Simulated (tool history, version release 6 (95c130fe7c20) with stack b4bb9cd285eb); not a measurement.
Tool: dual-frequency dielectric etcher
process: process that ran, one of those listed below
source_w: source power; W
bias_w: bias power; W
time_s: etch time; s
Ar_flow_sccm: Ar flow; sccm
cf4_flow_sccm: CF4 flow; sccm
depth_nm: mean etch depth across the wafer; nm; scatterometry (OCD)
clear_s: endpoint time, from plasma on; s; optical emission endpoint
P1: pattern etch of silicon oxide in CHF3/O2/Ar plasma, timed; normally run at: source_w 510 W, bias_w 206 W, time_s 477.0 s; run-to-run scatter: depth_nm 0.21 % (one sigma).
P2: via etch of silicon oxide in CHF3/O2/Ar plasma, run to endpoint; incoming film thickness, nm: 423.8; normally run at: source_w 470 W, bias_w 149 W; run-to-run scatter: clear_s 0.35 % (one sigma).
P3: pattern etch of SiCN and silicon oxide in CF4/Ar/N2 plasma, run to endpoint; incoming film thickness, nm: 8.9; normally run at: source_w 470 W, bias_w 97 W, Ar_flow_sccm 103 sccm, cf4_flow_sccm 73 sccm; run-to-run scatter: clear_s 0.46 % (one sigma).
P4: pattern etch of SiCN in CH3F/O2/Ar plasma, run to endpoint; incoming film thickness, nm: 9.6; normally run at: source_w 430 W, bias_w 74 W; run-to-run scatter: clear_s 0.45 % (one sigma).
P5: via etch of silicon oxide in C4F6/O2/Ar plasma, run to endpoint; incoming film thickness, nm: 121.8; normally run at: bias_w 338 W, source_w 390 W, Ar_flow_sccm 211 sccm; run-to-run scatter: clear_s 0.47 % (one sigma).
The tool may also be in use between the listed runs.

run   hour  process  source_w  bias_w  time_s  Ar_flow_sccm  cf4_flow_sccm  hours since the last wet clean  hours since the last source power generator calibration  hours since the last bias power generator calibration  depth_nm   clear_s
  1    6.8       P1       510     206   477.0                                                        182.8                                                   1813.0                                                 2716.4    921.83
  2   13.8       P1       510     206   477.0                                                        189.8                                                   1820.0                                                 2723.4    920.86
  3   19.3       P1       510     206   262.5                                                        195.3                                                   1825.5                                                 2728.9    507.18
  4   26.7       P2       470     149                                                                202.7                                                   1832.9                                                 2736.3            245.4000
  5   33.1       P3       470     137                   103             73                           209.1                                                   1839.3                                                 2742.7              7.9396
      35.3  -- bias power generator calibrated
  6   39.7       P5       390     338                   211                                          215.7                                                   1845.9                                                    4.4             29.7070
  7   44.4       P5       390     338                   211                                          220.4                                                   1850.6                                                    9.1             29.4250
  8   52.2       P1       410     206   477.0                                                        228.2                                                   1858.4                                                   16.9    850.65
  9   58.3       P5       270     338                   211                                          234.3                                                   1864.5                                                   23.0             33.9520
 10   64.9       P1       510     206   709.0                                                        240.9                                                   1871.1                                                   29.6   1374.30
 11   72.1       P1       510     206   477.0                                                        248.1                                                   1878.3                                                   36.8    920.01
 12   77.9       P1       510     206   477.0                                                        253.9                                                   1884.1                                                   42.6    924.43
 13   83.9       P2       310     149                                                                259.9                                                   1890.1                                                   48.6            286.1600
 14   91.6       P1       510     137   477.0                                                        267.6                                                   1897.8                                                   56.3    805.00
 15   97.3       P2       470     149                                                                273.3                                                   1903.5                                                   62.0            244.7700
 16  105.6       P1       650     206   477.0                                                        281.6                                                   1911.8                                                   70.3   1013.30
 17  110.9       P1       510     206   477.0                                                        286.9                                                   1917.1                                                   75.6    921.54
 18  116.1       P4       430      74                                                                292.1                                                   1922.3                                                   80.8             24.9060
 19  122.2       P3       470      97                   103             73                           298.2                                                   1928.4                                                   86.9              8.8821
 20  130.5       P5       390     338                   150                                          306.5                                                   1936.7                                                   95.2             28.4860
 21  137.7       P1       510     206   477.0                                                        313.7                                                   1943.9                                                  102.4    919.18
 22  142.9       P4       600      74                                                                318.9                                                   1949.1                                                  107.6             22.0770
 23  147.7       P3       470      97                    77             73                           323.7                                                   1953.9                                                  112.4              8.6891
 24  152.5       P1       510     243   477.0                                                        328.5                                                   1958.7                                                  117.2    980.08
 25  157.8       P5       390     231                   211                                          333.8                                                   1964.0                                                  122.5             33.5160
 26  165.1       P3       470      97                   103             97                           341.1                                                   1971.3                                                  129.8              8.5747
 27  172.5       P3       470      97                   103             73                           348.5                                                   1978.7                                                  137.2              8.9025
 28  178.0       P4       430      48                                                                354.0                                                   1984.2                                                  142.7             29.1210
 29  187.4       P3       620      97                   103             73                           363.4                                                   1993.6                                                  152.1              7.0425
 30  196.5       P2       470     203                                                                372.5                                                   2002.7                                                  161.2            220.1500
 31  201.9       P1       390     152   477.0                                                        377.9                                                   2008.1                                                  166.6    748.14
 32  208.7       P1       510     206   477.0                                                        384.7                                                   2014.9                                                  173.4    920.44
 33  213.1       P1       510     206   477.0                                                        389.1                                                   2019.3                                                  177.8    917.19
 34  221.7       P1       510     206   477.0                                                        397.7                                                   2027.9                                                  186.4    908.54
 35  230.2       P1       510     206   477.0                                                        406.2                                                   2036.4                                                  194.9    910.53
     238.5  -- wet clean of the chamber
 36  240.1       P1       510     206   477.0                                                          1.7                                                   2046.3                                                  204.8    910.69
 37  244.8       P1       510     206   477.0                                                          6.4                                                   2051.0                                                  209.5    910.07
 38  254.4       P1       510     206   477.0                                                         16.0                                                   2060.6                                                  219.1    908.72

What P1 gives has crept away from where it was. These 2 causes fit the log equally well, each at the size given:
A: bias power that arrives under what is set, % = 4.64
B: source power that arrives under what is set, % = 4.27
The creep began at about hour 208.7.
Why every other cause is out:
chamber walls in a state that lowers the etch rate, %: serviced at hour 238.5, which brought nothing back

4 check runs are offered, each on 3 wafers whose results are averaged, their results left as question marks. Which one tells the causes apart?
check 1  264.0       P5       390     338                   211                                                                                                                                                                                 ?
check 2  264.0       P4       430      74                                                                                                                                                                                                       ?
check 3  264.0       P2       470     149                                                                                                                                                                                                       ?
check 4  264.0       P3       470      97                   103             73                                                                                                                                                                  ?

What each check would give under each cause:
  check   result      if A      if B
check 1  clear_s   30.0100   30.0020
check 2  clear_s   25.4860   25.4780
check 3  clear_s  249.0200  249.3300
check 4  clear_s    9.1028    9.2994
How far apart the two closest causes lie, in the result that separates them most: check 1 0.03 %; check 2 0.03 %; check 3 0.12 %; check 4 2.14 %
Check 4 tells the causes apart: in the others they would give nearly the same result.

Then check 4 was run and gave: clear_s 9.1156 s. Which cause is it?

It is A: bias power that arrives under what is set, %.
